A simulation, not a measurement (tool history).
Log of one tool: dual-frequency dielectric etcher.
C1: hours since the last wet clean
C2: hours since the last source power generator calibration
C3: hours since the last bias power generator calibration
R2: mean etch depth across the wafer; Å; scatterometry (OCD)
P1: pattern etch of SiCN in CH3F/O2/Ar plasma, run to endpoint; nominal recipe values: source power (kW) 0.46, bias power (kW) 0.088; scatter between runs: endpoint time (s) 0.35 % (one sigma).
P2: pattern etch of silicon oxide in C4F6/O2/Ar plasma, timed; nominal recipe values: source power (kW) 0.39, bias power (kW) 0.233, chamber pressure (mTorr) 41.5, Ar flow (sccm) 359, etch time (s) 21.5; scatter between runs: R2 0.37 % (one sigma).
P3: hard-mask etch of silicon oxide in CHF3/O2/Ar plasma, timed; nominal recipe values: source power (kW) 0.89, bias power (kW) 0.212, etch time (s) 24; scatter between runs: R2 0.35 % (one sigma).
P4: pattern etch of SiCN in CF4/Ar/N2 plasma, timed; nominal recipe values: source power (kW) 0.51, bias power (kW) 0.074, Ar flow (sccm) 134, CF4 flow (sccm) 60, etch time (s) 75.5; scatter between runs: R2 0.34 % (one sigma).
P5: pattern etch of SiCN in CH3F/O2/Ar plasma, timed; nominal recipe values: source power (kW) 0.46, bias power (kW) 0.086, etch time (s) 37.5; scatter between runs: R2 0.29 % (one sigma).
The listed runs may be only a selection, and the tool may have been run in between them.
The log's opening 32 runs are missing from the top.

run 33 hour=257.8 | process_that_ran=P1 source_power_(kW)=0.46 bias_power_(kW)=0.088 | C1=487.5 C2=52.6 C3=968.4 | endpoint_time_(s)=21.026
run 34 hour=267.9 | process_that_ran=P1 source_power_(kW)=0.46 bias_power_(kW)=0.088 | C1=497.6 C2=62.7 C3=978.5 | endpoint_time_(s)=21.162
run 35 hour=278.5 | process_that_ran=P1 source_power_(kW)=0.46 bias_power_(kW)=0.088 | C1=508.2 C2=73.3 C3=989.1 | endpoint_time_(s)=20.895
run 36 hour=283.5 | process_that_ran=P1 source_power_(kW)=0.46 bias_power_(kW)=0.088 | C1=513.2 C2=78.3 C3=994.1 | endpoint_time_(s)=20.919
run 37 hour=293 | process_that_ran=P1 source_power_(kW)=0.46 bias_power_(kW)=0.088 | C1=522.7 C2=87.8 C3=1003.6 | endpoint_time_(s)=20.808
run 38 hour=303.7 | process_that_ran=P1 source_power_(kW)=0.46 bias_power_(kW)=0.088 | C1=533.4 C2=98.5 C3=1014.3 | endpoint_time_(s)=20.887
run 39 hour=309 | process_that_ran=P1 source_power_(kW)=0.46 bias_power_(kW)=0.088 | C1=538.7 C2=103.8 C3=1019.6 | endpoint_time_(s)=20.891
run 40 hour=316.2 | process_that_ran=P1 source_power_(kW)=0.46 bias_power_(kW)=0.088 | C1=545.9 C2=111 C3=1026.8 | endpoint_time_(s)=20.806

Run 41 is up next; what results do you expect?
-- hour=317 wet clean of the chamber
run 41 hour=322 | process_that_ran=P1 source_power_(kW)=0.46 bias_power_(kW)=0.088 | C1=5.1 C2=116.8 C3=1032.6 | endpoint_time_(s)=?

Run 41 measured endpoint time (s) 20.849.

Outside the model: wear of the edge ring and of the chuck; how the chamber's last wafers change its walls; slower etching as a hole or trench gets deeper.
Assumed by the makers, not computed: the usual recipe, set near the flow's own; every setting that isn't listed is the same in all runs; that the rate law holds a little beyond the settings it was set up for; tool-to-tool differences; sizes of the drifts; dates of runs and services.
